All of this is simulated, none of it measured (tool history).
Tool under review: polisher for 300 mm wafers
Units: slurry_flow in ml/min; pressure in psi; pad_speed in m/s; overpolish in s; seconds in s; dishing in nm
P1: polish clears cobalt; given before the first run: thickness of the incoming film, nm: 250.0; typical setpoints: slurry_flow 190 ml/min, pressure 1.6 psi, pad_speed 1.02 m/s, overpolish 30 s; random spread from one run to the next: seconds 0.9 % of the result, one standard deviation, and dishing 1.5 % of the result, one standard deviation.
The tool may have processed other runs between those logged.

Run 1, day 0.367: slurry_flow 190 ml/min, pressure 1.6 psi, pad_speed 1.02 m/s, overpolish 30 s. Result: seconds 53.547 s, dishing 40.448 nm.
Run 2, day 0.688: slurry_flow 190 ml/min, pressure 1.6 psi, pad_speed 1.58 m/s, overpolish 30 s. Result: seconds 34.554 s, dishing 42.177 nm.
Run 3, day 0.896: slurry_flow 190 ml/min, pressure 1.6 psi, pad_speed 1.02 m/s, overpolish 30 s. Result: seconds 52.894 s, dishing 40.592 nm.
Run 4, day 1.108: slurry_flow 190 ml/min, pressure 0.8 psi, pad_speed 1.02 m/s, overpolish 30 s. Result: seconds 107.190 s, dishing 34.481 nm.
Run 5, day 1.371: slurry_flow 190 ml/min, pressure 2.6 psi, pad_speed 1.02 m/s, overpolish 30 s. Result: seconds 32.662 s, dishing 42.268 nm.
At day 1.596: slurry nozzle cleaned.
Run 6, day 1.671: slurry_flow 190 ml/min, pressure 0.7 psi, pad_speed 1.02 m/s, overpolish 52 s. Result: seconds 119.340 s, dishing 39.355 nm.
Run 7, day 1.896: slurry_flow 190 ml/min, pressure 1.6 psi, pad_speed 1.02 m/s, overpolish 30 s. Result: seconds 52.670 s, dishing 40.776 nm.
Run 8, day 2.217: slurry_flow 190 ml/min, pressure 1.6 psi, pad_speed 1.02 m/s, overpolish 45 s. Result: seconds 53.124 s, dishing 41.928 nm.
Run 9, day 2.508: slurry_flow 190 ml/min, pressure 1.6 psi, pad_speed 1.02 m/s, overpolish 9 s. Result: seconds 52.832 s, dishing 26.567 nm.
Run 10, day 2.700: slurry_flow 275 ml/min, pressure 1.6 psi, pad_speed 1.02 m/s, overpolish 30 s. Result: seconds 50.735 s, dishing 41.133 nm.
Run 11, day 3.088: slurry_flow 190 ml/min, pressure 1.6 psi, pad_speed 0.52 m/s, overpolish 30 s. Result: seconds 104.160 s, dishing 35.209 nm.
Run 12, day 3.462: slurry_flow 190 ml/min, pressure 1.6 psi, pad_speed 1.02 m/s, overpolish 30 s. Result: seconds 53.329 s, dishing 41.371 nm.
Run 13, day 3.821: slurry_flow 115 ml/min, pressure 1.6 psi, pad_speed 1.02 m/s, overpolish 30 s. Result: seconds 57.192 s, dishing 41.106 nm.
Run 14, day 4.017: slurry_flow 190 ml/min, pressure 1.6 psi, pad_speed 1.02 m/s, overpolish 30 s. Result: seconds 53.303 s, dishing 40.773 nm.
Run 15, day 4.246: slurry_flow 190 ml/min, pressure 1.6 psi, pad_speed 1.48 m/s, overpolish 9 s. Result: seconds 36.533 s, dishing 32.502 nm.
Run 16, day 4.488: slurry_flow 190 ml/min, pressure 1.6 psi, pad_speed 1.02 m/s, overpolish 30 s. Result: seconds 53.376 s, dishing 41.142 nm.
Run 17, day 4.892: slurry_flow 190 ml/min, pressure 1.6 psi, pad_speed 1.02 m/s, overpolish 30 s. Result: seconds 55.055 s, dishing 40.889 nm.
Run 18, day 5.200: slurry_flow 190 ml/min, pressure 1.6 psi, pad_speed 1.02 m/s, overpolish 30 s. Result: seconds 55.790 s, dishing 40.955 nm.
Run 19, day 5.417: slurry_flow 190 ml/min, pressure 1.6 psi, pad_speed 1.02 m/s, overpolish 30 s. Result: seconds 55.751 s, dishing 41.628 nm.
Run 20, day 5.783: slurry_flow 190 ml/min, pressure 1.6 psi, pad_speed 1.02 m/s, overpolish 30 s. Result: seconds 56.735 s, dishing 40.157 nm.
Run 21, day 5.979: slurry_flow 190 ml/min, pressure 1.6 psi, pad_speed 1.02 m/s, overpolish 30 s. Result: seconds 55.840 s, dishing 40.066 nm.
Run 22, day 6.371: slurry_flow 190 ml/min, pressure 1.6 psi, pad_speed 1.02 m/s, overpolish 30 s. Result: seconds 56.296 s, dishing 40.540 nm.
At day 6.479: head pressure recalibrated.
Run 23, day 6.788: slurry_flow 190 ml/min, pressure 1.6 psi, pad_speed 1.02 m/s, overpolish 30 s. Result: seconds 57.232 s, dishing 41.174 nm.
Run 24, day 7.171: slurry_flow 190 ml/min, pressure 1.6 psi, pad_speed 1.02 m/s, overpolish 30 s. Result: seconds 57.519 s, dishing 40.646 nm.

The log shows P1 creeping away from where it was. Any of the 2 causes listed here, at the size stated for it, fits the log just as well as the others:
A: slurry flow missing at the pad, % = 36
B: removal rate lost through wear of the pad, % = 7.35
At approximately day 4.488, the process output began to creep.
Every other cause this tool's parts could produce, and why it does not fit the log:
head's pressure below its setpoint, %: work on it at day 6.479, done after the drift set in, did not restore what the process gave before

The list below offers 4 check runs, each averaging the results of 3 wafers, and shows each result as a question mark. For which of them would the listed causes give clearly different results?
Run check 1, day 7.554: slurry_flow 190 ml/min, pressure 1.6 psi, pad_speed 1.58 m/s, overpolish 9 s. Result: seconds ?, dishing ?.
Run check 2, day 7.554: slurry_flow 190 ml/min, pressure 1.6 psi, pad_speed 0.60 m/s, overpolish 9 s. Result: seconds ?, dishing ?.
Run check 3, day 7.554: slurry_flow 190 ml/min, pressure 2.6 psi, pad_speed 1.02 m/s, overpolish 30 s. Result: seconds ?, dishing ?.
Run check 4, day 7.554: slurry_flow 115 ml/min, pressure 0.9 psi, pad_speed 1.02 m/s, overpolish 30 s. Result: seconds ?, dishing ?.

What every check run would give for each of its results, assuming each possible cause in turn:
  check   result     if A     if B
check 1  seconds   36.965   36.971
check 1  dishing   31.790   31.788
check 2  seconds   97.340   97.358
check 2  dishing   17.457   17.454
check 3  seconds   35.236   35.243
check 3  dishing   41.953   41.952
check 4  seconds  116.090  111.180
check 4  dishing   33.054   33.683
Per check, the gap between the least separated pair of causes, taken in the result that splits them most: check 1 0.02 %; check 2 0.02 %; check 3 0.02 %; check 4 4.32 %
Only in check 4 would the causes give clearly different results; in the remaining checks their results would be nearly the same.

Then check 4 was run and gave: seconds 111.320 s; dishing 33.274 nm. Which cause is it?

The cause is B: removal rate lost through wear of the pad, %.
